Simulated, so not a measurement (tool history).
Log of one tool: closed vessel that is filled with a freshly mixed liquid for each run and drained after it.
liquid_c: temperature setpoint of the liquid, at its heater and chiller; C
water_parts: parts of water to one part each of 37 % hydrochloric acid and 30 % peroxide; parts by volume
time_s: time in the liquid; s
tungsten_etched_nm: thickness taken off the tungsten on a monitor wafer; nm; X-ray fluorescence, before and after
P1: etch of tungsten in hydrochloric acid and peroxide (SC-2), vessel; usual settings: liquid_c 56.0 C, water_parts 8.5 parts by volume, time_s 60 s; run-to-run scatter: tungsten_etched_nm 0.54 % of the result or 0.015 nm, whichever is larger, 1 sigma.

run,hour,liquid_c,water_parts,time_s,hours since the thermometer was replaced,hours since the chemicals flow meter was replaced,hours since the drum of peroxide was connected,tungsten_etched_nm
1,5.6,56.0,8.5,60,384.8,147.1,126.3,16.0230
2,11.0,56.0,8.5,60,390.2,152.5,131.7,16.0130
3,17.4,56.0,8.5,60,396.6,158.9,138.1,15.9760
4,20.8,56.0,8.5,60,400.0,162.3,141.5,15.9750
# hour 26.3: new drum of peroxide connected
5,26.8,56.0,8.5,30,406.0,168.3,0.6,7.9814
6,30.4,56.0,8.5,60,409.6,171.9,4.2,15.9810
7,33.8,40.5,8.5,35,413.0,175.3,7.6,3.2920
8,37.1,41.5,8.5,60,416.3,178.6,10.9,6.0447
9,40.1,71.5,8.5,60,419.3,181.6,13.9,41.7350
10,45.7,56.0,8.5,120,424.9,187.2,19.5,32.0540
11,49.9,56.0,14.5,60,429.1,191.4,23.7,10.2730
12,55.4,56.0,4.0,60,434.6,196.9,29.2,28.3360
13,61.3,56.0,8.5,60,440.5,202.8,35.1,15.9430
14,65.9,56.0,8.5,60,445.1,207.4,39.7,16.7430
15,71.9,56.0,8.5,60,451.1,213.4,45.7,16.6920
16,75.1,56.0,8.5,60,454.3,216.6,48.9,17.0710
17,81.0,56.0,8.5,60,460.2,222.5,54.8,17.3290
18,85.2,56.0,8.5,60,464.4,226.7,59.0,17.2760
19,88.5,56.0,8.5,60,467.7,230.0,62.3,17.2530
20,92.3,56.0,8.5,60,471.5,233.8,66.1,17.4180
21,99.0,56.0,8.5,60,478.2,240.5,72.8,17.4820
22,103.1,56.0,8.5,60,482.3,244.6,76.9,17.3350
23,108.3,56.0,8.5,60,487.5,249.8,82.1,17.5130

What P1 gives has crept away from where it was. These 2 causes fit the log equally well, each at the size given:
A: chemicals flow above the setpoint (%) = 10.6
B: liquid hotter than its thermometer reads (K) = 1.27
The creep began at about hour 61.3.
Why every other cause is out:
peroxide weaker than its label (%): at most 8, which would move tungsten_etched_nm by -7.3 %: too little, or the wrong way

4 check runs are offered, each on 5 wafers whose results are averaged, their results left as question marks. Which one tells the causes apart?
check 1,113.5,42.0,12.5,60,,,,?
check 2,113.5,56.0,11.5,115,,,,?
check 3,113.5,70.5,5.0,60,,,,?
check 4,113.5,44.0,4.0,60,,,,?

What each check would give under each cause:
check,result,if A,if B
check 1,tungsten_etched_nm,4.9538,4.9659
check 2,tungsten_etched_nm,26.0710,25.9710
check 3,tungsten_etched_nm,63.1370,63.3720
check 4,tungsten_etched_nm,13.4850,13.7800
How far apart the two closest causes lie, in the result that separates them most: check 1 0.24 %; check 2 0.38 %; check 3 0.37 %; check 4 2.16 %
Only check 4 tells the causes apart: in the others they would give nearly the same result.

Check 4 was then run and gave: tungsten_etched_nm 13.4940 nm. Which cause is it?

It is A: chemicals flow above the setpoint (%).

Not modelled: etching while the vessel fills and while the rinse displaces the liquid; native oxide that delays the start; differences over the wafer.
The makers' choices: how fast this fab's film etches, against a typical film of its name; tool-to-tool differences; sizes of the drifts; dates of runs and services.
